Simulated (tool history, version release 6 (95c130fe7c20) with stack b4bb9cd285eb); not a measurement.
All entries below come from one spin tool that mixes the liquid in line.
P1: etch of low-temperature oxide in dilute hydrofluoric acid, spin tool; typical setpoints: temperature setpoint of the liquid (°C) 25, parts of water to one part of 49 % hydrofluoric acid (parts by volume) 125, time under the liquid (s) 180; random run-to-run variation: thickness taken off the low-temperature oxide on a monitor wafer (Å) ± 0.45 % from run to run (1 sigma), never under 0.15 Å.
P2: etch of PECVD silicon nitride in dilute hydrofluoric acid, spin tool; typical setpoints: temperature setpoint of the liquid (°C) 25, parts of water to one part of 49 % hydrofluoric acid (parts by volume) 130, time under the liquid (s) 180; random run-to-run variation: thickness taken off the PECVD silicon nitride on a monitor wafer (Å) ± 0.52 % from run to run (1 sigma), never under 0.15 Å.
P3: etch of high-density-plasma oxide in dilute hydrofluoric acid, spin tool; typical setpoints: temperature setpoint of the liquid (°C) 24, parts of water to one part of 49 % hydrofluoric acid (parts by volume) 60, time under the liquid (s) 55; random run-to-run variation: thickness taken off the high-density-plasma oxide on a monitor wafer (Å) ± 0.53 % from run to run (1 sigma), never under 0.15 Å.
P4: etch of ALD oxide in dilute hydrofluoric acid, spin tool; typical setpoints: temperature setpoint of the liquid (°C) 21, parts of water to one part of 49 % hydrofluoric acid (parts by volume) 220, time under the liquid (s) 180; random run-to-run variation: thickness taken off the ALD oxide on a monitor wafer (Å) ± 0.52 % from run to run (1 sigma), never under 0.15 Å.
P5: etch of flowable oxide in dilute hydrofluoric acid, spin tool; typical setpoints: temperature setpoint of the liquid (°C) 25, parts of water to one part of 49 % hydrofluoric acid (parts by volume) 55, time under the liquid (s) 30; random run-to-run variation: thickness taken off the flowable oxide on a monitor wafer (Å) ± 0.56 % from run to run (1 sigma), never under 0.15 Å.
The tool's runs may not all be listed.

run	day	process that ran	temperature setpoint of the liquid (°C)	parts of water to one part of 49 % hydrofluoric acid (parts by volume)	time under the liquid (s)	hours since the thermometer was replaced	hours since the hydrofluoric acid flow meter was replaced	thickness taken off the low-temperature oxide on a monitor wafer (Å)	thickness taken off the high-density-plasma oxide on a monitor wafer (Å)	thickness taken off the flowable oxide on a monitor wafer (Å)	thickness taken off the PECVD silicon nitride on a monitor wafer (Å)	thickness taken off the ALD oxide on a monitor wafer (Å)
1	0.208	P1	25	125	180	1893.3	1882.7	383.71				
2	0.354	P1	25	125	180	1896.8	1886.2	386.58				
3	0.471	P1	25	125	180	1899.6	1889	386.33				
4	0.679	P3	24	60	55	1904.6	1894		100.1			
5	0.838	P5	25	90	30	1908.4	1897.8			151.63		
6	1.008	P2	25	130	180	1912.5	1901.9				50.732	
7	1.2	P4	25	220	180	1917.1	1906.5					74.09
8	1.392	P1	25	220	50	1921.7	1911.1	55.098				
9	1.583	P1	25	125	180	1926.3	1915.7	385.75				
10	1.729	P1	32.5	125	180	1929.8	1919.2	511.35				
11	1.838	P2	19.5	130	180	1932.4	1921.8				35.465	
12	1.988	P2	25	130	180	1936	1925.4				51.236	
13	2.104	P1	25	200	180	1938.8	1928.2	219.82				
14	2.288	P4	21	45	180	1943.2	1932.6					378.05
15	2.446	P5	30	55	30	1947	1936.4			314.38		
16	2.646	P3	24	60	110	1951.8	1941.2		202.57			
17	2.792	P2	25	65	180	1955.3	1944.7				100.52	
18	3.012	P1	25	125	90	1960.6	1950	194.48				
19	3.142	P1	25	40	260	1963.7	1953.1	1957				
20	3.296	P4	21	220	180	1967.4	1956.8					64.067
21	3.462	P1	25	125	180	1971.4	1960.8	385.64				
22	3.683	P3	24	20	55	1976.7	1966.1		316.89			
23	3.812	P2	25	130	280	1979.8	1969.2				79.013	
24	3.954	P3	17	60	55	1983.2	1972.6		75.591			
25	4.112	P5	25	55	15	1987	1976.4			127.8		
26	4.262	P4	21	220	20	1990.6	1980					7.0237
27	4.425	P1	19	125	180	1994.5	1983.9	302.13				
28	4.608	P1	25	125	265	1998.9	1988.3	566.52				
29	4.792	P1	25	125	180	2003.3	1992.7	386.59				
30	4.975	P1	25	125	180	2007.7	1997.1	388.57				
31	5.088	P1	25	55	180	2010.4	1999.8	955.69				
32	5.262	P5	25	55	30	2014.6	2004			258.1		
33	5.404	P3	24	60	55	2018	2007.4		101.62			
34	5.617	P1	25	125	180	2023.1	2012.5	385.21				
35	5.746	P1	25	125	180	2026.2	2015.6	395.3				
36	5.954	P1	25	125	180	2031.2	2020.6	402.88				
37	6.058	P1	25	125	180	2033.7	2023.1	405.77				
38	6.25	P1	25	125	180	2038.3	2027.7	405.71				
39	6.412	P1	25	125	180	2042.2	2031.6	408.52				
40	6.596	P1	25	125	180	2046.6	2036	412.27				
41	6.783	P1	25	125	180	2051.1	2040.5	407.12				

What P1 gives has crept away from where it was. These 2 causes fit the log equally well, each at the size given:
A: liquid hotter than its thermometer reads (K) = 1.55
B: hydrofluoric acid flow above the setpoint (%) = 5.29
The gradual shift began around day 5.617.

The check runs listed below each take one wafer, and their results are still question marks. Under which run would the listed causes lead to clearly different results?
check 1	6.971	P5	28.5	55	20					?		
check 2	6.971	P4	21	150	180							?
check 3	6.971	P2	21	130	180						?	
check 4	6.971	P3	17	60	55				?			

What each check would give under each cause:
check	result	if A	if B
check 1	thickness taken off the flowable oxide on a monitor wafer (Å)	211	209.87
check 2	thickness taken off the ALD oxide on a monitor wafer (Å)	107.1	107
check 3	thickness taken off the PECVD silicon nitride on a monitor wafer (Å)	43.362	41.151
check 4	thickness taken off the high-density-plasma oxide on a monitor wafer (Å)	80.36	79.419
How far apart the two closest causes lie, in the result that separates them most: check 1 0.53 %; check 2 0.1 %; check 3 5.23 %; check 4 1.18 %
Only in check 3 would the causes give clearly different results; in the remaining checks their results would be nearly the same.

With check 3 done, the readings were: thickness taken off the PECVD silicon nitride on a monitor wafer (Å) 41.321. Identify which of the listed causes applies.

Of the candidate causes, it is B: hydrofluoric acid flow above the setpoint (%).

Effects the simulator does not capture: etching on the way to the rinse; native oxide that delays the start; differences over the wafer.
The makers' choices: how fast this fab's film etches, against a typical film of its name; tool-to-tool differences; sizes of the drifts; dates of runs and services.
